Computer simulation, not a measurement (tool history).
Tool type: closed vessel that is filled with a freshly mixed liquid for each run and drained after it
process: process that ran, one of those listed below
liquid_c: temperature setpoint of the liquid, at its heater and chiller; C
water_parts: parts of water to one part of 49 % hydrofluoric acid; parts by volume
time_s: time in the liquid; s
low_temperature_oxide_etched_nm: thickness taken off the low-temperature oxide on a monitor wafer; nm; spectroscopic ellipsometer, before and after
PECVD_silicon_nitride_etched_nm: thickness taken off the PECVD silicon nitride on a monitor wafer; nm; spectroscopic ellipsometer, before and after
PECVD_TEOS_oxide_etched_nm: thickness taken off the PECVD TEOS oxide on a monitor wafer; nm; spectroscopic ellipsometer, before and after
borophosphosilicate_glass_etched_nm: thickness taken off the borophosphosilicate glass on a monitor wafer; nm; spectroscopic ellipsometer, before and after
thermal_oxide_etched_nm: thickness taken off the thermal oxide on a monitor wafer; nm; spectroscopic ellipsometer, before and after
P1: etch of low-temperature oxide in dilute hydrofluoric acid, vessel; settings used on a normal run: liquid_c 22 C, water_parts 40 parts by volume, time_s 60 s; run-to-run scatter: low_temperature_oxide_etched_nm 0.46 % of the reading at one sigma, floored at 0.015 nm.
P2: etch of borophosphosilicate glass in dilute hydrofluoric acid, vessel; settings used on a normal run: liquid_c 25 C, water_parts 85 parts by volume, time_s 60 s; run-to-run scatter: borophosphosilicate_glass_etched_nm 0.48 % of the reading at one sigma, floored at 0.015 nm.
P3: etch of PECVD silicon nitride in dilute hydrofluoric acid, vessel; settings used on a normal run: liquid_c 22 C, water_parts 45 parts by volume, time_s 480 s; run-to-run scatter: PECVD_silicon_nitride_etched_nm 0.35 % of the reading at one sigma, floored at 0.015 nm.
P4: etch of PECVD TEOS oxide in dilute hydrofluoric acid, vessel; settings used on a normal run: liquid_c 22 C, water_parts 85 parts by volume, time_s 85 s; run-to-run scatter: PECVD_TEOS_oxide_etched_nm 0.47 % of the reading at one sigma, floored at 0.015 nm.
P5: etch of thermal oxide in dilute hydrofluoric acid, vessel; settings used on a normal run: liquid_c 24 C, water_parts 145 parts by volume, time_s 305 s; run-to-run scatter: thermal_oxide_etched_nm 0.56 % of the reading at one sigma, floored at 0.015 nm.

run	hour	process	liquid_c	water_parts	time_s	hours since the thermometer was replaced	hours since the hydrofluoric acid flow meter was replaced	low_temperature_oxide_etched_nm	PECVD_silicon_nitride_etched_nm	PECVD_TEOS_oxide_etched_nm	borophosphosilicate_glass_etched_nm	thermal_oxide_etched_nm
1	15.4	P1	22	40	60	342.1	525.4	53.775				
2	30.0	P3	22	45	480	356.7	540.0		53.373			
3	46.7	P1	30	40	60	373.4	556.7	74.557				
4	64.8	P4	22	85	85	391.5	574.8			10.0740		
5	75.7	P4	17	85	85	402.4	585.7			8.2120		
6	86.5	P1	28	60	60	413.2	596.5	44.086				
7	103.2	P2	25	85	95	429.9	613.2				54.090	
8	116.1	P1	22	40	60	442.8	626.1	53.331				
9	126.0	P2	25	120	60	452.7	636.0				23.039	
10	140.5	P5	24	145	305	467.2	650.5					9.7713
11	150.7	P2	25	85	60	477.4	660.7				34.096	
12	168.6	P1	22	40	60	495.3	678.6	53.205				
13	176.6	P1	22	25	60	503.3	686.6	87.944				
14	189.6	P4	22	85	85	516.3	699.6			10.0950		
15	207.7	P1	22	40	30	534.4	717.7	26.909				
# hour 220.2: thermometer replaced
16	226.3	P1	22	40	100	6.1	736.3	89.557				
17	242.9	P3	22	45	480	22.7	752.9		53.306			
18	260.4	P3	17	45	480	40.2	770.4		37.703			
19	278.3	P1	22	55	60	58.1	788.3	38.444				
20	294.0	P5	24	145	80	73.8	804.0					2.5422
21	306.2	P4	22	85	155	86.0	816.2			18.3320		
22	319.0	P4	22	135	85	98.8	829.0			5.9795		
23	333.3	P5	28	145	305	113.1	843.3					11.4650
24	348.3	P3	22	20	480	128.1	858.3		116.430			
25	365.5	P5	24	75	305	145.3	875.5					20.5540
26	384.0	P1	22	40	60	163.8	894.0	53.789				
27	398.1	P2	32	85	60	177.9	908.1				44.148	
28	413.0	P1	22	40	60	192.8	923.0	53.645				
# hour 419.9: hydrofluoric acid flow meter replaced
29	423.8	P3	22	45	890	203.6	4.0		98.895			
30	435.6	P1	17	40	60	215.4	15.8	43.328				
31	448.8	P1	22	20	105	228.6	29.0	190.830				
32	457.7	P1	17	40	35	237.5	37.9	25.324				
33	475.6	P1	22	40	60	255.4	55.8	53.615				
34	487.2	P1	22	40	60	267.0	67.4	54.053				
35	503.6	P1	22	40	60	283.4	83.8	54.997				
36	518.6	P1	22	40	60	298.4	98.8	55.785				
37	530.1	P1	22	40	60	309.9	110.3	56.045				
38	546.7	P1	22	40	60	326.5	126.9	56.248				
39	561.5	P1	22	40	60	341.3	141.7	57.053				
40	578.6	P1	22	40	60	358.4	158.8	56.600				

What P1 gives has crept away from where it was. These 2 causes fit the log equally well, each at the size given:
A: liquid hotter than its thermometer reads (K) = 1.39
B: hydrofluoric acid flow above the setpoint (%) = 5.67
The creep began at about hour 487.2.

Question marks stand in for the results of the 4 check runs listed below, each run on one wafer. Under which run would the listed causes show clearly different results?
check 1	595.7	P4	22	85	85					?		
check 2	595.7	P2	25	85	60						?	
check 3	595.7	P3	22	45	480				?			
check 4	595.7	P5	24	145	305							?

Check results expected under each cause:
check	result	if A	if B
check 1	PECVD_TEOS_oxide_etched_nm	10.6370	10.6830
check 2	borophosphosilicate_glass_etched_nm	35.909	36.131
check 3	PECVD_silicon_nitride_etched_nm	58.558	56.189
check 4	thermal_oxide_etched_nm	10.2530	10.3680
Per check, the gap between the least separated pair of causes, taken in the result that splits them most: check 1 0.43 %; check 2 0.62 %; check 3 4.13 %; check 4 1.12 %
Check 3 distinguishes between the causes, while the remaining checks would return nearly the same result for all of them.

Check 3 has now been run. It gave: PECVD_silicon_nitride_etched_nm 56.131 nm. Which of the candidate causes is it?

Of the candidate causes, it is B: hydrofluoric acid flow above the setpoint (%).
